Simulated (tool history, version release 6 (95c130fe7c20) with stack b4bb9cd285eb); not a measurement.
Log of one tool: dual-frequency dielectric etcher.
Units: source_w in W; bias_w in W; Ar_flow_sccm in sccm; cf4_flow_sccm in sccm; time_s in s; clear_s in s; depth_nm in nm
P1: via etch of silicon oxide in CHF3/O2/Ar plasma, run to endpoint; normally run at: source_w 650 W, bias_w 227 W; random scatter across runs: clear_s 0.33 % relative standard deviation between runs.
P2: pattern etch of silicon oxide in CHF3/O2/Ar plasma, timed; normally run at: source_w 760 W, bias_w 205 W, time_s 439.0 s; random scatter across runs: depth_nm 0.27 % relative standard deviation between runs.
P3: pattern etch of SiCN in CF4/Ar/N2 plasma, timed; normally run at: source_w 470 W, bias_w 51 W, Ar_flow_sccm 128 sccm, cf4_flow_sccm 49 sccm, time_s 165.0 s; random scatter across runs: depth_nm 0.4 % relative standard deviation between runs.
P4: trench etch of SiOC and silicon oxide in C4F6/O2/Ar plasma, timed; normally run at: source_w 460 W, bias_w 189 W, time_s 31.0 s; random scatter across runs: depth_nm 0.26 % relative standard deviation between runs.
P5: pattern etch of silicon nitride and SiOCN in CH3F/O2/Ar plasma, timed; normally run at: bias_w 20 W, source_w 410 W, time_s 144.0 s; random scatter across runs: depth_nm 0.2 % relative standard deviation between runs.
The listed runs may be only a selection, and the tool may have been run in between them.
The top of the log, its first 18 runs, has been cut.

{"run": 19, "hour": 168.3, "process": "P2", "source_w": 760, "bias_w": 121, "time_s": 439.0, "depth_nm": 865.02}
{"run": 20, "hour": 179.0, "process": "P2", "source_w": 760, "bias_w": 205, "time_s": 439.0, "depth_nm": 1017.5}
{"run": 21, "hour": 185.8, "process": "P5", "source_w": 560, "bias_w": 20, "time_s": 144.0, "depth_nm": 20.594}
{"run": 22, "hour": 192.6, "process": "P4", "source_w": 460, "bias_w": 189, "time_s": 31.0, "depth_nm": 65.015}
{"run": 23, "hour": 204.5, "process": "P1", "source_w": 650, "bias_w": 227, "clear_s": 194.88}
{"run": 24, "hour": 213.6, "process": "P3", "source_w": 470, "bias_w": 51, "Ar_flow_sccm": 128, "cf4_flow_sccm": 66, "time_s": 165.0, "depth_nm": 124.68}
{"run": 25, "hour": 223.0, "process": "P1", "source_w": 650, "bias_w": 227, "clear_s": 193.78}
{"run": 26, "hour": 229.8, "process": "P3", "source_w": 470, "bias_w": 51, "Ar_flow_sccm": 128, "cf4_flow_sccm": 49, "time_s": 165.0, "depth_nm": 118.19}
{"run": 27, "hour": 238.0, "process": "P3", "source_w": 470, "bias_w": 51, "Ar_flow_sccm": 98, "cf4_flow_sccm": 49, "time_s": 165.0, "depth_nm": 124.04}
{"run": 28, "hour": 247.8, "process": "P4", "source_w": 460, "bias_w": 189, "time_s": 22.5, "depth_nm": 47.222}

Forecast run 29:
{"run": 29, "hour": 255.3, "process": "P1", "source_w": 650, "bias_w": 308, "clear_s": "?"}

clear_s: 173.96 s
